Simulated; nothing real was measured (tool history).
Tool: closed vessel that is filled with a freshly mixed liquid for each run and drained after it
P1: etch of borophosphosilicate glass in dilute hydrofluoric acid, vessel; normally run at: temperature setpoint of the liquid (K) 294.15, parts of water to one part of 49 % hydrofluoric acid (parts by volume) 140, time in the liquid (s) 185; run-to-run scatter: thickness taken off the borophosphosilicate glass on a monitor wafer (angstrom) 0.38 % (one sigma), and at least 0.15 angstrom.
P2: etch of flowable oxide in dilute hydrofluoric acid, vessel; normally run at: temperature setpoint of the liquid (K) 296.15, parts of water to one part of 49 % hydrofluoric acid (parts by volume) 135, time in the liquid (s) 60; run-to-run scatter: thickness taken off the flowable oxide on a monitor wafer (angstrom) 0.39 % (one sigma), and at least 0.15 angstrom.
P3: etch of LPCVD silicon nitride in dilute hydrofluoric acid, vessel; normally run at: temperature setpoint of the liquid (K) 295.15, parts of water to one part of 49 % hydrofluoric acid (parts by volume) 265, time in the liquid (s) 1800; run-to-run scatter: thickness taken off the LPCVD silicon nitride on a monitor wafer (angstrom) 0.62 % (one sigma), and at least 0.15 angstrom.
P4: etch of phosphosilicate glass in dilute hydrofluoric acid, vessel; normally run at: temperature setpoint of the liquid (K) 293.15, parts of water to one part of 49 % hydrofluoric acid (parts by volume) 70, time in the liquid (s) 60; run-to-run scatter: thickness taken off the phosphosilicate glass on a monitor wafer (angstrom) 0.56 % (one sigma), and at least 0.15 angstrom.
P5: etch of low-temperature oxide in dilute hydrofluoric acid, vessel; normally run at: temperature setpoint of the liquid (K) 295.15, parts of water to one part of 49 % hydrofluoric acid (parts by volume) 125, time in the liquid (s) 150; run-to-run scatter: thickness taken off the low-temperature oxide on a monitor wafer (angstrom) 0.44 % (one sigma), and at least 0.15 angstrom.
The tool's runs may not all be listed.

run	hour	process that ran	temperature setpoint of the liquid (K)	parts of water to one part of 49 % hydrofluoric acid (parts by volume)	time in the liquid (s)	hours since the thermometer was replaced	hours since the hydrofluoric acid flow meter was replaced	thickness taken off the borophosphosilicate glass on a monitor wafer (angstrom)	thickness taken off the phosphosilicate glass on a monitor wafer (angstrom)	thickness taken off the LPCVD silicon nitride on a monitor wafer (angstrom)	thickness taken off the low-temperature oxide on a monitor wafer (angstrom)	thickness taken off the flowable oxide on a monitor wafer (angstrom)
1	8.7	P1	294.15	140	185	539.1	634	492.23				
2	18.9	P4	293.15	70	60	549.3	644.2		1042.1			
3	35.7	P3	295.15	265	340	566.1	661			6.6859		
4	47.3	P5	295.15	125	150	577.7	672.6				134.59	
5	61.7	P5	295.15	125	225	592.1	687				201.06	
6	72.6	P5	301.65	125	150	603	697.9				172.66	
7	86.1	P1	294.15	140	185	616.5	711.4	490.34				
8	99.8	P3	295.15	265	1800	630.2	725.1			33.816		
9	116.4	P5	295.15	30	150	646.8	741.7				631.19	
10	133.8	P3	290.15	265	1800	664.2	759.1			25.078		
11	149.6	P1	294.15	75	185	680	774.9	989				
12	164.5	P1	294.15	140	185	694.9	789.8	490.93				
13	173.1	P1	298.15	140	185	703.5	798.4	572.19				
14	184.1	P2	296.15	135	95	714.5	809.4					345.83
15	199	P1	294.15	140	185	729.4	824.3	488.56				
16	215.9	P2	296.15	20	60	746.3	841.2					1695.3
17	230.2	P4	293.15	40	60	760.6	855.5		1903.2			
18	243.2	P1	294.15	235	185	773.6	868.5	265.99				
19	258.8	P3	295.15	140	1800	789.2	884.1			64.722		
20	272	P3	295.15	265	1800	802.4	897.3			34.424		
21	280.8	P1	290.15	140	85	811.2	906.1	189.72				
22	294	P1	294.15	140	185	824.4	919.3	490.94				
23	309.4	P4	293.15	70	60	839.8	934.7		1048.6			
24	317.1	P1	294.15	140	185	847.5	942.4	493.03				
25	329.1	P4	293.15	70	30	859.5	954.4		519.25			
# hour 333.3: hydrofluoric acid flow meter replaced
26	344.1	P2	296.15	135	60	874.5	10.8					218.59
27	352.7	P2	296.15	135	60	883.1	19.4					216.25
28	365.5	P1	294.15	140	30	895.9	32.2	79.269				
29	381.1	P4	290.15	70	60	911.5	47.8		919.86			
30	390.4	P1	290.15	140	185	920.8	57.1	415.52				
31	399.1	P2	303.15	135	60	929.5	65.8					282.7
32	412.6	P1	294.15	140	310	943	79.3	815.93				
33	426.4	P5	295.15	125	150	956.8	93.1				134.7	
34	441.3	P1	294.15	140	185	971.7	108	489.81				
35	452	P1	294.15	140	185	982.4	118.7	500.39				
36	466.9	P1	294.15	140	185	997.3	133.6	510.38				
37	483.6	P1	294.15	140	185	1014	150.3	517.26				
38	494.4	P1	294.15	140	185	1024.8	161.1	519.13				
39	502.5	P1	294.15	140	185	1032.9	169.2	519.43				
40	518.6	P1	294.15	140	185	1049	185.3	521.29				
41	530.8	P1	294.15	140	185	1061.2	197.5	525.56				
42	544.6	P1	294.15	140	185	1075	211.3	518.68				
43	553	P1	294.15	140	185	1083.4	219.7	521.61				
44	564.8	P1	294.15	140	185	1095.2	231.5	526.92				
45	574.3	P1	294.15	140	185	1104.7	241	525.29				

What P1 gives has crept away from where it was. These 2 causes fit the log equally well, each at the size given:
A: hydrofluoric acid flow above the setpoint (%) = 6.19
B: liquid hotter than its thermometer reads (K) = 1.76
The creep began at about hour 441.3.

4 check runs are offered, each on 2 wafers whose results are averaged, their results left as question marks. Which one tells the causes apart?
check 1	583.8	P5	295.15	125	150						?	
check 2	583.8	P3	295.15	265	1800					?		
check 3	583.8	P4	293.15	70	60				?			
check 4	583.8	P2	296.15	135	60							?

What each check would give under each cause:
check	result	if A	if B
check 1	thickness taken off the low-temperature oxide on a monitor wafer (angstrom)	144.2	144.33
check 2	thickness taken off the LPCVD silicon nitride on a monitor wafer (angstrom)	36.654	38.574
check 3	thickness taken off the phosphosilicate glass on a monitor wafer (angstrom)	1113.8	1123.1
check 4	thickness taken off the flowable oxide on a monitor wafer (angstrom)	232.67	232.44
How far apart the two closest causes lie, in the result that separates them most: check 1 0.09 %; check 2 5.11 %; check 3 0.84 %; check 4 0.1 %
Only check 2 tells the causes apart: in the others they would give nearly the same result.

Then check 2 was run and gave: thickness taken off the LPCVD silicon nitride on a monitor wafer (angstrom) 36.839. Which cause is it?

It is A: hydrofluoric acid flow above the setpoint (%).
